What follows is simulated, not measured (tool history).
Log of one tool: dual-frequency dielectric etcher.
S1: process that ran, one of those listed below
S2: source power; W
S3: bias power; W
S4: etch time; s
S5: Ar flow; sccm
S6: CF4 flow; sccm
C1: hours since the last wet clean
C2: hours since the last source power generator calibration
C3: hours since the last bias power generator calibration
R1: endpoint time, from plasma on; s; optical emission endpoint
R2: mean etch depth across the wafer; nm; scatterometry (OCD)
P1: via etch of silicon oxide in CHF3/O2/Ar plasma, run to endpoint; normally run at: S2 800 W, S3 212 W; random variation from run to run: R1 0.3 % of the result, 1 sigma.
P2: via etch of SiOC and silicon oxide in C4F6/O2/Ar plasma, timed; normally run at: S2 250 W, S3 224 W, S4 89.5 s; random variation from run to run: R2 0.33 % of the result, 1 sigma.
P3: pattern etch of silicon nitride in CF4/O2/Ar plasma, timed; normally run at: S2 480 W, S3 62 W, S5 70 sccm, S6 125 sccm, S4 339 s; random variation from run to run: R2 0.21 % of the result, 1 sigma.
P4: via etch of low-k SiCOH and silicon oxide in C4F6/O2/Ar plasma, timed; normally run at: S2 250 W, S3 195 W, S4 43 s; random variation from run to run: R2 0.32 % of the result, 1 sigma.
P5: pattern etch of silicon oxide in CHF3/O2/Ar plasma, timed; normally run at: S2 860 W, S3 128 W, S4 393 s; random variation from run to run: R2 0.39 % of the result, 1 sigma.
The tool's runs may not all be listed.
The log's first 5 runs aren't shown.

run 6 hour=36.3 | S1=P1 S2=530 S3=212 | C1=213.8 C2=1957.1 C3=1051.1 | R1=249.12
run 7 hour=41.5 | S1=P1 S2=520 S3=160 | C1=219 C2=1962.3 C3=1056.3 | R1=275.25
run 8 hour=47.9 | S1=P2 S2=250 S3=304 S4=89.5 | C1=225.4 C2=1968.7 C3=1062.7 | R2=100.14
run 9 hour=54.3 | S1=P4 S2=330 S3=195 S4=43 | C1=231.8 C2=1975.1 C3=1069.1 | R2=106.97
run 10 hour=60.3 | S1=P1 S2=800 S3=212 | C1=237.8 C2=1981.1 C3=1075.1 | R1=213.32
run 11 hour=68.2 | S1=P4 S2=250 S3=132 S4=43 | C1=245.7 C2=1989 C3=1083 | R2=84.441
run 12 hour=73.1 | S1=P4 S2=250 S3=195 S4=61.5 | C1=250.6 C2=1993.9 C3=1087.9 | R2=136.97
run 13 hour=79.6 | S1=P4 S2=250 S3=195 S4=43 | C1=257.1 C2=2000.4 C3=1094.4 | R2=95.731
run 14 hour=84.5 | S1=P3 S2=480 S3=62 S4=339 S5=70 S6=153 | C1=262 C2=2005.3 C3=1099.3 | R2=726.48
run 15 hour=89.5 | S1=P1 S2=800 S3=212 | C1=267 C2=2010.3 C3=1104.3 | R1=213.2
run 16 hour=98.3 | S1=P2 S2=250 S3=224 S4=134.5 | C1=275.8 C2=2019.1 C3=1113.1 | R2=134.73
run 17 hour=105.2 | S1=P5 S2=860 S3=128 S4=393 | C1=282.7 C2=2026 C3=1120 | R2=809.17
run 18 hour=114.1 | S1=P1 S2=800 S3=212 | C1=291.6 C2=2034.9 C3=1128.9 | R1=211.88
run 19 hour=121.5 | S1=P2 S2=160 S3=224 S4=89.5 | C1=299 C2=2042.3 C3=1136.3 | R2=75.54
-- hour=127.8 wet clean of the chamber
run 20 hour=128.9 | S1=P1 S2=1130 S3=212 | C1=1.1 C2=2049.7 C3=1143.7 | R1=187.11
run 21 hour=133.8 | S1=P3 S2=480 S3=35 S4=339 S5=70 S6=125 | C1=6 C2=2054.6 C3=1148.6 | R2=589.47
run 22 hour=142.1 | S1=P3 S2=320 S3=62 S4=339 S5=70 S6=125 | C1=14.3 C2=2062.9 C3=1156.9 | R2=503.53
run 23 hour=146.6 | S1=P3 S2=480 S3=62 S4=339 S5=70 S6=125 | C1=18.8 C2=2067.4 C3=1161.4 | R2=717.17
run 24 hour=151.4 | S1=P1 S2=800 S3=255 | C1=23.6 C2=2072.2 C3=1166.2 | R1=199.48
run 25 hour=158.5 | S1=P2 S2=250 S3=224 S4=89.5 | C1=30.7 C2=2079.3 C3=1173.3 | R2=89.462
run 26 hour=165.1 | S1=P5 S2=1200 S3=128 S4=393 | C1=37.3 C2=2085.9 C3=1179.9 | R2=926.87

Forecast run 27:
run 27 hour=174.1 | S1=P5 S2=860 S3=128 S4=219.5 | C1=46.3 C2=2094.9 C3=1188.9 | R2=?

Run 27 gave R2 452.53 nm.
